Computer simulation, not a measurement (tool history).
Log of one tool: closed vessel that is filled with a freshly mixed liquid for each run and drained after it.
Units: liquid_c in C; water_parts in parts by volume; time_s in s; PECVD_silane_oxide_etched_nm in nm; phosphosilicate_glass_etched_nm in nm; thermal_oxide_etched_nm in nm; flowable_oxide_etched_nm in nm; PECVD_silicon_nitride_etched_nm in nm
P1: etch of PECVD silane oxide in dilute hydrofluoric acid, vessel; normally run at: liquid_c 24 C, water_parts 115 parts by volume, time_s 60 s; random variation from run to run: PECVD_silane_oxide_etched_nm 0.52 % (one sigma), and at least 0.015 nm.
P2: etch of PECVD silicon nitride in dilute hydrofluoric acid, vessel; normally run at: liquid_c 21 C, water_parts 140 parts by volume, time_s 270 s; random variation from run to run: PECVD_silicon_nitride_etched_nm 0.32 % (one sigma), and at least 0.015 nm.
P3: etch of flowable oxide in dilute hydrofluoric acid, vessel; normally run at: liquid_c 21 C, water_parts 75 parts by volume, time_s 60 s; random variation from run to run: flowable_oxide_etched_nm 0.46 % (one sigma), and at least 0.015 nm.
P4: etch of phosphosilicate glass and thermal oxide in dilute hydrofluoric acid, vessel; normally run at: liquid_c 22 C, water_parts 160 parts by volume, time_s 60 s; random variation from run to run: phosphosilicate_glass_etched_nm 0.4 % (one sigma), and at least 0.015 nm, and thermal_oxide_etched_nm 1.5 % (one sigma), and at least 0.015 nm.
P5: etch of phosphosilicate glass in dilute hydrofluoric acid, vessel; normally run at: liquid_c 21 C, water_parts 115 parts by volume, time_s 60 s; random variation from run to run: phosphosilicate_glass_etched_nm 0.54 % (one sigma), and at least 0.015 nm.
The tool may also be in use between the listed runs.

run   hour  process  liquid_c  water_parts  time_s  hours since the thermometer was replaced  hours since the hydrofluoric acid flow meter was replaced  PECVD_silane_oxide_etched_nm  phosphosilicate_glass_etched_nm  thermal_oxide_etched_nm  flowable_oxide_etched_nm  PECVD_silicon_nitride_etched_nm
  1    4.3       P1        24          115      60                                     444.9                                                      285.7                        18.659
  2    8.6       P4        17          160      60                                     449.2                                                        290                                                         33.124                   1.3052
  3   11.6       P1        28          115      60                                     452.2                                                        293                        21.737
  4   14.7       P3        21           75      60                                     455.3                                                      296.1                                                                                                            25.939
  5   18.9       P1        24          115      90                                     459.5                                                      300.3                        28.044
  6   22.2       P3      28.5           75      60                                     462.8                                                      303.6                                                                                                            34.739
  7   25.5       P5        21           45      60                                     466.1                                                      306.9                                                          154.5
  8   27.7       P1        24           25      30                                     468.3                                                      309.1                        47.772
  9   31.6       P1        24           55      85                                     472.2                                                        313                        59.981
 10     35       P1        24          185      60                                     475.6                                                      316.4                        10.657
 11   37.8       P1        24          115      60                                     478.4                                                      319.2                        18.793
 12   41.4       P4        22          160      60                                       482                                                      322.8                                                         40.387                   1.5625
 13   44.3       P2        21          140     270                                     484.9                                                      325.7                                                                                                                                             6.2578
 14     48       P3        21           75      30                                     488.6                                                      329.4                                                                                                            12.953
 15   51.4       P1        24           25      60                                       492                                                      332.8                        96.498
 16   54.1       P3        21           75      60                                     494.7                                                      335.5                                                                                                            25.762
 17   56.8       P1        24          115      60                                     497.4                                                      338.2                        18.688
 18     61       P1        24          115      30                                     501.6                                                      342.4                        9.3612
 19   63.4       P4        22          160      30                                       504                                                      344.8                                                         20.132                  0.75712
 20   66.3       P4        22           30      60                                     506.9                                                      347.7                                                         250.48                   9.4984
 21   68.8       P2        21           35     270                                     509.4                                                      350.2                                                                                                                                              24.25
 22   71.2       P5        21          115      60                                     511.8                                                      352.6                                                         55.234
 23   73.9       P5        21          115      30                                     514.5                                                      355.3                                                         28.273
      76.8  -- thermometer replaced
 24   77.7       P1        24          115      60                                       0.9                                                      359.1                        18.525
 25   81.6       P1        24          115      60                                       4.8                                                        363                        18.776
 26   85.2       P2      28.5          140     270                                       8.4                                                      366.6                                                                                                                                             10.194
 27   89.3       P5        17          115      60                                      12.5                                                      370.7                                                         47.218
 28   91.2       P2        21          140      30                                      14.4                                                      372.6                                                                                                                                            0.72333
 29   94.6       P2        21          140     270                                      17.8                                                        376                                                                                                                                              6.319
 30   98.3       P1        17          115      60                                      21.5                                                      379.7                         14.21
 31  102.2       P1        24          115      60                                      25.4                                                      383.6                        18.723
 32  105.9       P3        21          120      60                                      29.1                                                      387.3                                                                                                            15.372
 33  109.4       P1        24          115      60                                      32.6                                                      390.8                        18.724
 34  113.1       P1        24          115      60                                      36.3                                                      394.5                         18.08
 35  116.3       P1        24          115      60                                      39.5                                                      397.7                        17.924
 36  118.6       P1        24          115      60                                      41.8                                                        400                        17.659

Forecast run 37:
 37  120.7       P1        24          115      60                                      43.9                                                      402.1                             ?

{"run 37": {"PECVD_silane_oxide_etched_nm": 17.88}}

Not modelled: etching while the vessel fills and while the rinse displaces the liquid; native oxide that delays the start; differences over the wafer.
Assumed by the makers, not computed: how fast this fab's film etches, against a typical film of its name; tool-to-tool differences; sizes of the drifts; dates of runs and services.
